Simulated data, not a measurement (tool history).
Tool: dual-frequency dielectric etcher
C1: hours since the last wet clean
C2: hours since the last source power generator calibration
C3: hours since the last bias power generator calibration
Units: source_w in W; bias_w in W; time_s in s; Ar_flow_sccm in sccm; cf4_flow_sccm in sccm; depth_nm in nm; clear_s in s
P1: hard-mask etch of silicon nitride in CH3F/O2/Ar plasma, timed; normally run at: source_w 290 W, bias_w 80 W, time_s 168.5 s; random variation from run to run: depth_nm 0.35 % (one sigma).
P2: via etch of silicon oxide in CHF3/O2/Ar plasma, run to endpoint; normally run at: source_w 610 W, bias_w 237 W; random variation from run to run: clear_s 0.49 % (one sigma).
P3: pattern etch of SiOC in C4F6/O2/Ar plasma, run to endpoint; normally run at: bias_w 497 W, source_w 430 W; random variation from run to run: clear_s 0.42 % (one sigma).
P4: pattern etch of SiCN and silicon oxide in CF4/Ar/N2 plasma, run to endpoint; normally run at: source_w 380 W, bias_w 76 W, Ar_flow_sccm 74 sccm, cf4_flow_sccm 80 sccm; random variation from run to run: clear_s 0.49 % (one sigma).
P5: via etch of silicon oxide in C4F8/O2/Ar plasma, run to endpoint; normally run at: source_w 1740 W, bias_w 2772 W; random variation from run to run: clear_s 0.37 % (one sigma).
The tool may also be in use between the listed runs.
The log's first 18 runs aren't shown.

run 19 hour=234.5 | process=P5 source_w=1740 bias_w=3330 | C1=301.2 C2=617.6 C3=172.3 | clear_s=198.640
run 20 hour=249.6 | process=P1 source_w=180 bias_w=80 time_s=206.5 | C1=316.3 C2=632.7 C3=187.4 | depth_nm=110.610
run 21 hour=262.4 | process=P4 source_w=380 bias_w=76 Ar_flow_sccm=74 cf4_flow_sccm=64 | C1=329.1 C2=645.5 C3=200.2 | clear_s=13.063
run 22 hour=277.0 | process=P1 source_w=290 bias_w=102 time_s=168.5 | C1=343.7 C2=660.1 C3=214.8 | depth_nm=118.750
run 23 hour=291.1 | process=P1 source_w=290 bias_w=80 time_s=119.0 | C1=357.8 C2=674.2 C3=228.9 | depth_nm=76.916
run 24 hour=303.1 | process=P5 source_w=1740 bias_w=2772 | C1=369.8 C2=686.2 C3=240.9 | clear_s=211.060
run 25 hour=319.3 | process=P4 source_w=380 bias_w=76 Ar_flow_sccm=74 cf4_flow_sccm=80 | C1=386.0 C2=702.4 C3=257.1 | clear_s=12.663
run 26 hour=336.1 | process=P5 source_w=1740 bias_w=2772 | C1=402.8 C2=719.2 C3=273.9 | clear_s=209.830
run 27 hour=348.0 | process=P3 source_w=430 bias_w=497 | C1=414.7 C2=731.1 C3=285.8 | clear_s=11.418
run 28 hour=356.6 | process=P2 source_w=610 bias_w=237 | C1=423.3 C2=739.7 C3=294.4 | clear_s=251.680
run 29 hour=365.0 | process=P1 source_w=290 bias_w=80 time_s=168.5 | C1=431.7 C2=748.1 C3=302.8 | depth_nm=108.790
run 30 hour=373.8 | process=P3 source_w=430 bias_w=643 | C1=440.5 C2=756.9 C3=311.6 | clear_s=10.429

Forecast run 31:
run 31 hour=384.0 | process=P1 source_w=290 bias_w=80 time_s=168.5 | C1=450.7 C2=767.1 C3=321.8 | depth_nm=?

Run 31 gave depth_nm 108.800 nm.
